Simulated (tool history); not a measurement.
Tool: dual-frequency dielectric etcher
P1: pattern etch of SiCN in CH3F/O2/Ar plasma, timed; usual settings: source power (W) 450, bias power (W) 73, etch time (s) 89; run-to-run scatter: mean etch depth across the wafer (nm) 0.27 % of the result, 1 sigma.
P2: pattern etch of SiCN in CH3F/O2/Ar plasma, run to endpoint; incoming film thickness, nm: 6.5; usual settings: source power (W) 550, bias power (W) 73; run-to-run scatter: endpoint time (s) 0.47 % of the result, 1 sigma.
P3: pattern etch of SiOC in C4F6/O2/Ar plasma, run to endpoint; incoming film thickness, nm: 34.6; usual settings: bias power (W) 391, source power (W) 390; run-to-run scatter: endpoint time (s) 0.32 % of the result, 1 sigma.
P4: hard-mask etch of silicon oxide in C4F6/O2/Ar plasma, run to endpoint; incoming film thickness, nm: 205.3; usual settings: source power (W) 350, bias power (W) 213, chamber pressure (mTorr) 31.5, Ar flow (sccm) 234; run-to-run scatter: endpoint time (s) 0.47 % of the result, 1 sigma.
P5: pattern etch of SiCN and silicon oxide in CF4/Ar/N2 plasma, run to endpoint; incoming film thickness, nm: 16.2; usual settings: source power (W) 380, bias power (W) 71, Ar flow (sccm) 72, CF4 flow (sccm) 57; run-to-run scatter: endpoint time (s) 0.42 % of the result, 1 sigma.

run    day  process that ran  source power (W)  bias power (W)  etch time (s)  chamber pressure (mTorr)  Ar flow (sccm)  CF4 flow (sccm)  hours since the last wet clean  hours since the last source power generator calibration  hours since the last bias power generator calibration  mean etch depth across the wafer (nm)  endpoint time (s)
  1  0.204                P1               450              73             89                                                                                      387.3                                                    850.8                                                  835.7                                 34.007
  2  0.371                P3               390             271                                                                                                     391.3                                                    854.8                                                  839.7                                                    14.876
  3  0.554                P4               350             143                                     31.5             234                                            395.7                                                    859.2                                                  844.1                                                    70.600
  4  0.650                P1               450              73             89                                                                                      398.0                                                    861.5                                                  846.4                                 34.143
  5  0.742                P3               390             391                                                                                                     400.2                                                    863.7                                                  848.6                                                    13.053
  6  0.896                P5               240              71                                                       72               57                           403.9                                                    867.4                                                  852.3                                                    32.542
  7  1.050                P2               550              73                                                                                                     407.6                                                    871.1                                                  856.0                                                    15.337
  8  1.212                P4               350             213                                     31.5             139                                            411.5                                                    875.0                                                  859.9                                                    59.449
  9  1.404                P5               380              71                                                       72               46                           416.1                                                    879.6                                                  864.5                                                    22.659
 10  1.562                P5               380              71                                                       72               57                           419.9                                                    883.4                                                  868.3                                                    21.809
 11  1.708                P1               290              56             89                                                                                      423.4                                                    886.9                                                  871.8                                 26.283
 12  1.838                P5               380              91                                                       72               57                           426.5                                                    890.0                                                  874.9                                                    20.246
 13  2.017                P1               590              73             89                                                                                      430.8                                                    894.3                                                  879.2                                 37.624
 14  2.117                P2               340              73                                                                                                     433.2                                                    896.7                                                  881.6                                                    18.335
 15  2.267                P1               360              73             89                                                                                      436.8                                                    900.3                                                  885.2                                 31.393
 16  2.408                P4               350             213                                     31.5             234                                            440.2                                                    903.7                                                  888.6                                                    62.209
 17  2.550                P5               380              71                                                       72               57                           443.6                                                    907.1                                                  892.0                                                    22.094
 18  2.746                P1               450              73             89                                                                                      448.3                                                    911.8                                                  896.7                                 34.130
 19  2.858                P4               350             213                                     31.5             234                                            451.0                                                    914.5                                                  899.4                                                    62.560
 20  2.988                P4               350             213                                     39.5             234                                            454.1                                                    917.6                                                  902.5                                                    63.734
 21  3.117                P3               540             391                                                                                                     457.2                                                    920.7                                                  905.6                                                    11.650
 22  3.258                P5               380              71                                                       50               57                           460.6                                                    924.1                                                  909.0                                                    20.930
 23  3.408                P1               450              73            116                                                                                      464.2                                                    927.7                                                  912.6                                 44.333
 24  3.567                P1               450              73             49                                                                                      468.0                                                    931.5                                                  916.4                                 18.845
 25  3.733                P4               200             213                                     31.5             234                                            472.0                                                    935.5                                                  920.4                                                    77.378
     3.758  -- source power generator calibrated
 26  3.925                P1               450              73             89                                                                                      476.6                                                      4.0                                                  925.0                                 33.946
 27  4.017                P1               450              56             89                                                                                      478.8                                                      6.2                                                  927.2                                 31.063
 28  4.158                P2               550              73                                                                                                     482.2                                                      9.6                                                  930.6                                                    15.290
 29  4.271                P2               550              54                                                                                                     484.9                                                     12.3                                                  933.3                                                    16.708
 30  4.454                P1               450              96             89                                                                                      489.3                                                     16.7                                                  937.7                                 37.527
 31  4.638                P1               450              73             89                                                                                      493.7                                                     21.1                                                  942.1                                 34.068
 32  4.758                P1               450              73             89                                                                                      496.6                                                     24.0                                                  945.0                                 34.004
 33  4.954                P1               450              73             89                                                                                      501.3                                                     28.7                                                  949.7                                 33.746

Run 34 comes next. What will it give?
 34  5.088                P1               450              73             89                                                                                      504.5                                                     31.9                                                  952.9                                      ?

mean etch depth across the wafer (nm): 33.685
